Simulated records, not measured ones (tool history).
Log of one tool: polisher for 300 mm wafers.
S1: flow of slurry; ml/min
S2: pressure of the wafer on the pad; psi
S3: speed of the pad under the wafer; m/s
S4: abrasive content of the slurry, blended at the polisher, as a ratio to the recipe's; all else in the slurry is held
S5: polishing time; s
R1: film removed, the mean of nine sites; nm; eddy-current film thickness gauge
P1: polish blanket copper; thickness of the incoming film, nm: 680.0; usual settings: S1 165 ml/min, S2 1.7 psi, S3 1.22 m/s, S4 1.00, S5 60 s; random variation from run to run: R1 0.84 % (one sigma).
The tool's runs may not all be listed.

Run 1, hour 11.7: S1 165 ml/min, S2 1.7 psi, S3 1.22 m/s, S4 1.00, S5 60 s. Result: R1 148.250 nm.
Run 2, hour 20.7: S1 165 ml/min, S2 1.7 psi, S3 1.22 m/s, S4 0.75, S5 60 s. Result: R1 139.170 nm.
Run 3, hour 30.3: S1 165 ml/min, S2 1.7 psi, S3 1.22 m/s, S4 1.00, S5 60 s. Result: R1 149.980 nm.
Run 4, hour 36.6: S1 165 ml/min, S2 1.7 psi, S3 1.52 m/s, S4 1.30, S5 60 s. Result: R1 194.430 nm.
Run 5, hour 50.0: S1 100 ml/min, S2 1.7 psi, S3 1.22 m/s, S4 1.00, S5 60 s. Result: R1 134.840 nm.
Run 6, hour 58.1: S1 165 ml/min, S2 1.7 psi, S3 0.58 m/s, S4 1.00, S5 60 s. Result: R1 70.428 nm.
Run 7, hour 70.8: S1 165 ml/min, S2 1.7 psi, S3 1.22 m/s, S4 1.00, S5 91 s. Result: R1 225.610 nm.
Run 8, hour 83.5: S1 165 ml/min, S2 1.1 psi, S3 1.22 m/s, S4 1.00, S5 39 s. Result: R1 62.410 nm.
Run 9, hour 93.1: S1 220 ml/min, S2 1.7 psi, S3 1.22 m/s, S4 1.00, S5 60 s. Result: R1 153.490 nm.
Run 10, hour 101.5: S1 165 ml/min, S2 1.7 psi, S3 1.22 m/s, S4 1.00, S5 60 s. Result: R1 146.600 nm.
Run 11, hour 112.1: S1 165 ml/min, S2 1.0 psi, S3 1.22 m/s, S4 1.00, S5 60 s. Result: R1 88.064 nm.
Run 12, hour 124.1: S1 165 ml/min, S2 2.2 psi, S3 1.22 m/s, S4 1.00, S5 60 s. Result: R1 190.060 nm.
Run 13, hour 130.7: S1 165 ml/min, S2 1.7 psi, S3 1.88 m/s, S4 1.00, S5 60 s. Result: R1 230.550 nm.
At hour 134.5: slurry blender recalibrated.
At hour 136.1: slurry nozzle cleaned.
Run 14, hour 142.5: S1 165 ml/min, S2 1.7 psi, S3 1.22 m/s, S4 1.40, S5 60 s. Result: R1 159.690 nm.
Run 15, hour 155.1: S1 165 ml/min, S2 1.7 psi, S3 1.22 m/s, S4 1.00, S5 30 s. Result: R1 74.369 nm.
Run 16, hour 164.2: S1 165 ml/min, S2 1.7 psi, S3 1.22 m/s, S4 1.00, S5 60 s. Result: R1 149.140 nm.
Run 17, hour 176.6: S1 165 ml/min, S2 1.7 psi, S3 1.22 m/s, S4 1.00, S5 60 s. Result: R1 149.170 nm.
Run 18, hour 187.1: S1 165 ml/min, S2 1.7 psi, S3 1.22 m/s, S4 1.00, S5 60 s. Result: R1 148.520 nm.
Run 19, hour 193.3: S1 165 ml/min, S2 1.7 psi, S3 1.22 m/s, S4 1.00, S5 60 s. Result: R1 148.920 nm.
Run 20, hour 205.0: S1 165 ml/min, S2 1.7 psi, S3 1.22 m/s, S4 1.00, S5 60 s. Result: R1 145.350 nm.
Run 21, hour 215.2: S1 165 ml/min, S2 1.7 psi, S3 1.22 m/s, S4 1.00, S5 60 s. Result: R1 142.050 nm.
Run 22, hour 222.8: S1 165 ml/min, S2 1.7 psi, S3 1.22 m/s, S4 1.00, S5 60 s. Result: R1 140.640 nm.

Run 23 comes next. What will it give?
At hour 225.0: worn pad replaced by a new one.
Run 23, hour 233.7: S1 165 ml/min, S2 1.7 psi, S3 1.22 m/s, S4 1.00, S5 60 s. Result: R1 ?.

{"run 23": {"R1": 138.63}}
